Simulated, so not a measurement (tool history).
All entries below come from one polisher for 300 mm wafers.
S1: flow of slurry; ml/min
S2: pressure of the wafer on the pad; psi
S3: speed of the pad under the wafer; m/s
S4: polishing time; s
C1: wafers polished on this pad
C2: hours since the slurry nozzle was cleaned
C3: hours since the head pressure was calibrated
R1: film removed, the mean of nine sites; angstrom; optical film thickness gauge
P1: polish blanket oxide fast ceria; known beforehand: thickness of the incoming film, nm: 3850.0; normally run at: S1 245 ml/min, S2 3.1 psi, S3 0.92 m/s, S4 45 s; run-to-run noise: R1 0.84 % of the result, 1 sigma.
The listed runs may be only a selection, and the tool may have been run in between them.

Run 1, hour 9.8: S1 245 ml/min, S2 3.1 psi, S3 0.92 m/s, S4 45 s; C1 250; C2 200.5; C3 125.6. Result: R1 6738.7 angstrom.
At hour 16.5: head pressure recalibrated.
Run 2, hour 20.2: S1 245 ml/min, S2 3.1 psi, S3 0.56 m/s, S4 45 s; C1 343; C2 210.9; C3 3.7. Result: R1 4126.9 angstrom.
Run 3, hour 30.2: S1 375 ml/min, S2 3.1 psi, S3 0.92 m/s, S4 45 s; C1 431; C2 220.9; C3 13.7. Result: R1 7085.1 angstrom.
Run 4, hour 40.8: S1 245 ml/min, S2 3.1 psi, S3 0.92 m/s, S4 68 s; C1 526; C2 231.5; C3 24.3. Result: R1 10287 angstrom.
Run 5, hour 48.7: S1 330 ml/min, S2 2 psi, S3 0.92 m/s, S4 45 s; C1 596; C2 239.4; C3 32.2. Result: R1 4590.6 angstrom.
Run 6, hour 56.7: S1 245 ml/min, S2 3.1 psi, S3 0.92 m/s, S4 45 s; C1 667; C2 247.4; C3 40.2. Result: R1 6769.4 angstrom.
Run 7, hour 67.8: S1 245 ml/min, S2 3.1 psi, S3 0.92 m/s, S4 45 s; C1 765; C2 258.5; C3 51.3. Result: R1 6727.1 angstrom.
Run 8, hour 75.8: S1 150 ml/min, S2 3.1 psi, S3 0.92 m/s, S4 31 s; C1 836; C2 266.5; C3 59.3. Result: R1 4419.9 angstrom.
Run 9, hour 87.6: S1 245 ml/min, S2 1.4 psi, S3 0.92 m/s, S4 45 s; C1 941; C2 278.3; C3 71.1. Result: R1 3046.3 angstrom.
Run 10, hour 98.6: S1 245 ml/min, S2 3.1 psi, S3 0.92 m/s, S4 45 s; C1 1039; C2 289.3; C3 82.1. Result: R1 6772.6 angstrom.
Run 11, hour 108.4: S1 245 ml/min, S2 3.1 psi, S3 0.92 m/s, S4 45 s; C1 1126; C2 299.1; C3 91.9. Result: R1 6767.3 angstrom.
Run 12, hour 114.2: S1 245 ml/min, S2 3.1 psi, S3 1.44 m/s, S4 45 s; C1 1177; C2 304.9; C3 97.7. Result: R1 10474 angstrom.
Run 13, hour 120.4: S1 145 ml/min, S2 3.1 psi, S3 0.92 m/s, S4 45 s; C1 1232; C2 311.1; C3 103.9. Result: R1 6342.7 angstrom.
Run 14, hour 130.2: S1 245 ml/min, S2 4.5 psi, S3 0.92 m/s, S4 45 s; C1 1320; C2 320.9; C3 113.7. Result: R1 9936.1 angstrom.
Run 15, hour 137.9: S1 245 ml/min, S2 3.1 psi, S3 0.92 m/s, S4 45 s; C1 1388; C2 328.6; C3 121.4. Result: R1 6721.8 angstrom.
Run 16, hour 146: S1 245 ml/min, S2 3.1 psi, S3 0.92 m/s, S4 20 s; C1 1460; C2 336.7; C3 129.5. Result: R1 3036.2 angstrom.
Run 17, hour 154.8: S1 245 ml/min, S2 3.1 psi, S3 0.92 m/s, S4 45 s; C1 1538; C2 345.5; C3 138.3. Result: R1 6734.1 angstrom.

Run 18 comes next. What will it give?
Run 18, hour 161.8: S1 245 ml/min, S2 3.1 psi, S3 0.92 m/s, S4 45 s; C1 1600; C2 352.5; C3 145.3. Result: R1 ?.

{"run 18": {"R1": 6617.4}}

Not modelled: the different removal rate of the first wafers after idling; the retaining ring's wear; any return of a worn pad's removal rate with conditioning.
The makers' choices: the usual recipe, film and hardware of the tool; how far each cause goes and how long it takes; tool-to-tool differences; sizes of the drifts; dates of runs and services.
